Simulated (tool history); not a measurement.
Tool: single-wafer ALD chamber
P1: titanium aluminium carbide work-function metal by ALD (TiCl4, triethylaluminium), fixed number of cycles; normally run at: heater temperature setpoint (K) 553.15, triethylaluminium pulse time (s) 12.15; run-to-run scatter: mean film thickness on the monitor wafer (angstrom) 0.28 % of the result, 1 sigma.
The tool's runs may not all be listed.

run	hour	heater temperature setpoint (K)	triethylaluminium pulse time (s)	mean film thickness on the monitor wafer (angstrom)
1	16.7	553.15	12.15	19.064
2	30.3	553.15	18.30	19.329
# hour 32.7: triethylaluminium bottle replaced
3	38.8	553.15	12.15	18.902
4	53.7	568.15	7.86	19.393
5	64.6	553.15	12.15	18.976
6	74.9	553.15	5.07	15.930
7	84.5	532.15	12.15	17.133
8	92.9	577.15	12.15	21.183
9	109.4	553.15	12.15	18.962
10	121.0	553.15	12.15	19.022
11	131.0	553.15	12.15	18.913
12	146.5	553.15	12.15	18.762
13	156.0	553.15	12.15	18.725
14	167.2	553.15	12.15	18.724
15	179.8	553.15	12.15	18.559

Forecast run 16:
16	188.1	553.15	12.15	?

{"run 16": {"mean film thickness on the monitor wafer (angstrom)": 18.635}}
